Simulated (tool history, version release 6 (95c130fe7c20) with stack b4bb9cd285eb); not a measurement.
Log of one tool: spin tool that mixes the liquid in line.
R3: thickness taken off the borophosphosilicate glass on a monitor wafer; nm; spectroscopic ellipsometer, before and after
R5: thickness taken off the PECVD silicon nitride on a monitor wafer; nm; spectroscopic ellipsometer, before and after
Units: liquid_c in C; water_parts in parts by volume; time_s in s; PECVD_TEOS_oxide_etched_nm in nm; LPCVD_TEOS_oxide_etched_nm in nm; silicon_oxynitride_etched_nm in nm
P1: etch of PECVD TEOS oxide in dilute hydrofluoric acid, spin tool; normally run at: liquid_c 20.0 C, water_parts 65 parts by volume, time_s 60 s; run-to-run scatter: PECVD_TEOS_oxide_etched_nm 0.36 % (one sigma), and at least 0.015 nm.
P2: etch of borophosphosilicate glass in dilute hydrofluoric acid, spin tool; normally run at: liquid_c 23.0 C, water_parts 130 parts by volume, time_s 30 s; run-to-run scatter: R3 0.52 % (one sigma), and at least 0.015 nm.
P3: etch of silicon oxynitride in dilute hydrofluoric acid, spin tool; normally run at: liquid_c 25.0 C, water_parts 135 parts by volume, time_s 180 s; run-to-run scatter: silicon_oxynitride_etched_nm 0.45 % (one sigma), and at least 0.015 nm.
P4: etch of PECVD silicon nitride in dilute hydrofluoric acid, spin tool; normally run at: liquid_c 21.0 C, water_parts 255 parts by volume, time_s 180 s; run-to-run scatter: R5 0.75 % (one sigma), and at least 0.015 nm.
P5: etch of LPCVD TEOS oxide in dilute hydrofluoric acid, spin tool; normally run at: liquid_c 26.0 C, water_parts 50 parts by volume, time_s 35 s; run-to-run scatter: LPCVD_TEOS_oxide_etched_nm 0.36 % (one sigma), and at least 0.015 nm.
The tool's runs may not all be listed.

run 1 hour=5.0 | process=P1 liquid_c=20.0 water_parts=65 time_s=60 | PECVD_TEOS_oxide_etched_nm=9.6002
run 2 hour=12.5 | process=P1 liquid_c=20.0 water_parts=65 time_s=60 | PECVD_TEOS_oxide_etched_nm=9.6266
run 3 hour=17.5 | process=P5 liquid_c=26.0 water_parts=50 time_s=35 | LPCVD_TEOS_oxide_etched_nm=28.474
run 4 hour=25.3 | process=P1 liquid_c=20.0 water_parts=65 time_s=60 | PECVD_TEOS_oxide_etched_nm=9.6025
run 5 hour=33.0 | process=P2 liquid_c=23.0 water_parts=130 time_s=55 | R3=15.1000
run 6 hour=37.3 | process=P3 liquid_c=25.0 water_parts=135 time_s=180 | silicon_oxynitride_etched_nm=5.41260
run 7 hour=41.3 | process=P2 liquid_c=23.0 water_parts=75 time_s=30 | R3=15.4130
run 8 hour=44.8 | process=P1 liquid_c=20.0 water_parts=110 time_s=15 | PECVD_TEOS_oxide_etched_nm=1.3387
run 9 hour=48.8 | process=P2 liquid_c=23.0 water_parts=130 time_s=30 | R3=8.2343
run 10 hour=54.1 | process=P1 liquid_c=20.0 water_parts=65 time_s=60 | PECVD_TEOS_oxide_etched_nm=9.6611
run 11 hour=58.0 | process=P3 liquid_c=33.5 water_parts=135 time_s=180 | silicon_oxynitride_etched_nm=7.78680
run 12 hour=65.7 | process=P1 liquid_c=20.0 water_parts=65 time_s=15 | PECVD_TEOS_oxide_etched_nm=2.4016
run 13 hour=69.4 | process=P1 liquid_c=20.0 water_parts=105 time_s=60 | PECVD_TEOS_oxide_etched_nm=5.6249
run 14 hour=75.2 | process=P4 liquid_c=25.5 water_parts=255 time_s=180 | R5=4.5076
run 15 hour=82.2 | process=P3 liquid_c=25.0 water_parts=135 time_s=15 | silicon_oxynitride_etched_nm=0.44516
run 16 hour=90.0 | process=P2 liquid_c=23.0 water_parts=130 time_s=30 | R3=8.3433
run 17 hour=93.4 | process=P1 liquid_c=20.0 water_parts=35 time_s=60 | PECVD_TEOS_oxide_etched_nm=18.6410
run 18 hour=97.8 | process=P5 liquid_c=26.0 water_parts=50 time_s=15 | LPCVD_TEOS_oxide_etched_nm=12.223
run 19 hour=105.2 | process=P1 liquid_c=27.5 water_parts=65 time_s=60 | PECVD_TEOS_oxide_etched_nm=13.0820
run 20 hour=112.9 | process=P5 liquid_c=26.0 water_parts=25 time_s=35 | LPCVD_TEOS_oxide_etched_nm=59.072
run 21 hour=117.9 | process=P3 liquid_c=25.0 water_parts=135 time_s=180 | silicon_oxynitride_etched_nm=5.35270
run 22 hour=125.5 | process=P1 liquid_c=20.0 water_parts=65 time_s=95 | PECVD_TEOS_oxide_etched_nm=15.0840
run 23 hour=133.3 | process=P1 liquid_c=20.0 water_parts=65 time_s=60 | PECVD_TEOS_oxide_etched_nm=9.5924
run 24 hour=141.2 | process=P4 liquid_c=21.0 water_parts=255 time_s=180 | R5=3.3718
run 25 hour=146.9 | process=P1 liquid_c=20.0 water_parts=65 time_s=60 | PECVD_TEOS_oxide_etched_nm=9.6051
run 26 hour=154.8 | process=P4 liquid_c=21.0 water_parts=255 time_s=260 | R5=4.9514
run 27 hour=160.9 | process=P3 liquid_c=25.0 water_parts=215 time_s=180 | silicon_oxynitride_etched_nm=3.16730
run 28 hour=166.1 | process=P5 liquid_c=21.0 water_parts=50 time_s=35 | LPCVD_TEOS_oxide_etched_nm=23.007
run 29 hour=170.4 | process=P1 liquid_c=17.0 water_parts=65 time_s=60 | PECVD_TEOS_oxide_etched_nm=8.4296
run 30 hour=177.3 | process=P4 liquid_c=21.0 water_parts=150 time_s=180 | R5=5.6380
run 31 hour=182.6 | process=P1 liquid_c=25.5 water_parts=65 time_s=15 | PECVD_TEOS_oxide_etched_nm=3.0245
run 32 hour=189.8 | process=P2 liquid_c=18.5 water_parts=130 time_s=30 | R3=6.9621
run 33 hour=197.2 | process=P1 liquid_c=20.0 water_parts=65 time_s=60 | PECVD_TEOS_oxide_etched_nm=9.5948
run 34 hour=204.2 | process=P1 liquid_c=20.0 water_parts=65 time_s=60 | PECVD_TEOS_oxide_etched_nm=9.1853
run 35 hour=210.2 | process=P1 liquid_c=20.0 water_parts=65 time_s=60 | PECVD_TEOS_oxide_etched_nm=9.0038
run 36 hour=214.3 | process=P1 liquid_c=20.0 water_parts=65 time_s=60 | PECVD_TEOS_oxide_etched_nm=8.8065
run 37 hour=219.0 | process=P1 liquid_c=20.0 water_parts=65 time_s=60 | PECVD_TEOS_oxide_etched_nm=8.8069
run 38 hour=225.9 | process=P1 liquid_c=20.0 water_parts=65 time_s=60 | PECVD_TEOS_oxide_etched_nm=8.7671
run 39 hour=233.0 | process=P1 liquid_c=20.0 water_parts=65 time_s=60 | PECVD_TEOS_oxide_etched_nm=8.7237
run 40 hour=238.1 | process=P1 liquid_c=20.0 water_parts=65 time_s=60 | PECVD_TEOS_oxide_etched_nm=8.6600

What P1 gives has crept away from where it was. These 2 causes fit the log equally well, each at the size given:
A: hydrofluoric acid flow below the setpoint (%) = 8.55
B: liquid colder than its thermometer reads (K) = 2.28
The creep began at about hour 197.2.

4 check runs are offered, one wafer each, their results left as question marks. Which one tells the causes apart?
run check 1 hour=243.2 | process=P4 liquid_c=21.0 water_parts=170 time_s=180 | R5=?
run check 2 hour=243.2 | process=P3 liquid_c=25.0 water_parts=210 time_s=180 | silicon_oxynitride_etched_nm=?
run check 3 hour=243.2 | process=P2 liquid_c=23.0 water_parts=130 time_s=50 | R3=?
run check 4 hour=243.2 | process=P5 liquid_c=21.0 water_parts=50 time_s=35 | LPCVD_TEOS_oxide_etched_nm=?

What each check would give under each cause:
check=check_1 result=R5 if_A=4.6458 if_B=4.3573
check=check_2 result=silicon_oxynitride_etched_nm if_A=2.93050 if_B=2.93920
check=check_3 result=R3 if_A=12.4930 if_B=12.6560
check=check_4 result=LPCVD_TEOS_oxide_etched_nm if_A=21.011 if_B=20.971
How far apart the two closest causes lie, in the result that separates them most: check 1 6.41 %; check 2 0.3 %; check 3 1.29 %; check 4 0.19 %
Check 1 tells the causes apart: in the others they would give nearly the same result.

Check 1 was then run and gave: R5 4.6153 nm. Which cause is it?

It is A: hydrofluoric acid flow below the setpoint (%).

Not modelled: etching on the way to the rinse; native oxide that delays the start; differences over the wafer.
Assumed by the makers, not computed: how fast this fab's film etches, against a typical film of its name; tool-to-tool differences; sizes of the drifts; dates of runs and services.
